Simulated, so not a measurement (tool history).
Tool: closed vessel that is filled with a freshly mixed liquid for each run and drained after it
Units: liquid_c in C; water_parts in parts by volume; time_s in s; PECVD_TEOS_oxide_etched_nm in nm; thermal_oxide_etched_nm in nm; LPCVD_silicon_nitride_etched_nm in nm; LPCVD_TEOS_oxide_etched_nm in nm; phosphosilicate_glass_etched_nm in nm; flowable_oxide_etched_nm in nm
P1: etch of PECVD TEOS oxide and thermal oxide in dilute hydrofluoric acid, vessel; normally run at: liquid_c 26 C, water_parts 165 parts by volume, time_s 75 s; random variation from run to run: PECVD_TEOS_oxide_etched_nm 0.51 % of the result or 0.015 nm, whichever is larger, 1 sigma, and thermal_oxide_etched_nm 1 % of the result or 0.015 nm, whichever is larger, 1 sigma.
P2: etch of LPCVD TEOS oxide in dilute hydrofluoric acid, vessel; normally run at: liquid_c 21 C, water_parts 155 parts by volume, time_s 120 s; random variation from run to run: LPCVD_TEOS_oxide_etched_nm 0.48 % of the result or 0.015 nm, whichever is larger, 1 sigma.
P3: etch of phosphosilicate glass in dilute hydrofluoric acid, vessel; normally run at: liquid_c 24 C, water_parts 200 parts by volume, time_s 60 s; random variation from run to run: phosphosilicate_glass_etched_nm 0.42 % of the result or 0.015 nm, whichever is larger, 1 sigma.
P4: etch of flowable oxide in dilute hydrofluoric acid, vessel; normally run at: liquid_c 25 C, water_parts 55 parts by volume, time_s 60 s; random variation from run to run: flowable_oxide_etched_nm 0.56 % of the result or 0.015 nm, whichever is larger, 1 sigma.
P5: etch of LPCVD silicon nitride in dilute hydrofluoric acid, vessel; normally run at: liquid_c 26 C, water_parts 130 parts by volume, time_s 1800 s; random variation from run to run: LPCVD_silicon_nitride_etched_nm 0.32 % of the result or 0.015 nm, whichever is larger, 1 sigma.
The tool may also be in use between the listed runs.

run,day,process,liquid_c,water_parts,time_s,hours since the thermometer was replaced,hours since the hydrofluoric acid flow meter was replaced,PECVD_TEOS_oxide_etched_nm,thermal_oxide_etched_nm,LPCVD_silicon_nitride_etched_nm,LPCVD_TEOS_oxide_etched_nm,phosphosilicate_glass_etched_nm,flowable_oxide_etched_nm
1,0.475,P1,26,165,75,231.3,527.3,9.4343,2.0671,,,,
2,0.9,P1,26,165,35,241.5,537.5,4.4096,1.0205,,,,
3,1.175,P5,26,55,1800,248.1,544.1,,,17.021,,,
4,1.696,P2,21,155,190,260.6,556.6,,,,17.251,,
5,2.121,P1,29.5,65,75,270.8,566.8,31.434,6.8989,,,,
6,2.525,P1,26,165,75,280.5,576.5,9.5166,2.1215,,,,
7,2.983,P1,26,100,75,291.5,587.5,17.006,3.6914,,,,
8,3.296,P5,26,130,1800,299,595,,,7.2733,,,
9,3.771,P3,24,200,60,310.4,606.4,,,,,29.166,
# day 3.867: thermometer replaced
10,4.092,P4,25,55,30,5.5,614.1,,,,,,29.924
11,4.342,P1,29.5,165,75,11.5,620.1,10.686,2.3151,,,,
12,4.771,P4,25,55,60,21.8,630.4,,,,,,60.785
13,5.088,P4,32.5,55,60,29.4,638,,,,,,81.664
14,5.608,P3,24,355,60,41.9,650.5,,,,,14.022,
15,5.908,P1,26,165,130,49.1,657.7,16.396,3.5674,,,,
16,6.171,P1,26,275,75,55.4,664,5.0266,1.1313,,,,
17,6.5,P5,33.5,130,1800,63.3,671.9,,,11.521,,,
18,7.021,P3,24,200,60,75.8,684.4,,,,,28.992,
19,7.375,P2,17,155,120,84.3,692.9,,,,9.1942,,
20,7.675,P1,26,165,75,91.5,700.1,9.5033,2.0808,,,,
21,8.175,P1,26,165,75,103.5,712.1,9.4926,2.0603,,,,
22,8.642,P2,21,155,120,114.7,723.3,,,,10.878,,
23,9.1,P5,26,130,1800,125.7,734.3,,,7.2712,,,
24,9.546,P3,24,200,30,136.4,745,,,,,14.591,
25,10.017,P2,21,240,120,147.7,756.3,,,,6.4078,,
26,10.483,P3,29.5,200,60,158.9,767.5,,,,,35.129,
27,10.858,P4,25,75,60,167.9,776.5,,,,,,43.198
28,11.1,P4,25,55,60,173.7,782.3,,,,,,61.068
29,11.554,P5,26,130,2580,184.6,793.2,,,10.433,,,
30,11.954,P1,21,165,75,194.2,802.8,7.8508,1.6852,,,,
31,12.375,P1,26,165,75,204.3,812.9,9.4979,2.0951,,,,
32,12.754,P1,26,165,75,213.4,822,9.8504,2.1288,,,,
33,13.271,P1,26,165,75,225.8,834.4,10.158,2.2218,,,,
34,13.633,P1,26,165,75,234.5,843.1,10.172,2.2418,,,,
35,13.883,P1,26,165,75,240.5,849.1,10.238,2.2497,,,,
36,14.425,P1,26,165,75,253.5,862.1,10.271,2.2774,,,,
37,14.733,P1,26,165,75,260.9,869.5,10.238,2.2572,,,,
38,15.062,P1,26,165,75,268.8,877.4,10.449,2.3069,,,,

What P1 gives has crept away from where it was. These 2 causes fit the log equally well, each at the size given:
A: liquid hotter than its thermometer reads (K) = 2.38
B: hydrofluoric acid flow above the setpoint (%) = 7.59
The creep began at about day 12.375.

4 check runs are offered, one wafer each, their results left as question marks. Which one tells the causes apart?
check 1,15.392,P4,31,55,60,,,,,,,,?
check 2,15.392,P2,18,155,120,,,,,,?,,
check 3,15.392,P5,26,60,1800,,,,,?,,,
check 4,15.392,P3,27.5,200,60,,,,,,,?,

What each check would give under each cause:
check,result,if A,if B
check 1,flowable_oxide_etched_nm,84.169,83.159
check 2,LPCVD_TEOS_oxide_etched_nm,10.6,10.482
check 3,LPCVD_silicon_nitride_etched_nm,18.297,16.824
check 4,phosphosilicate_glass_etched_nm,35.794,36.018
How far apart the two closest causes lie, in the result that separates them most: check 1 1.21 %; check 2 1.12 %; check 3 8.39 %; check 4 0.62 %
Check 3 tells the causes apart: in the others they would give nearly the same result.

Check 3 was then run and gave: LPCVD_silicon_nitride_etched_nm 18.289 nm. Which cause is it?

It is A: liquid hotter than its thermometer reads (K).
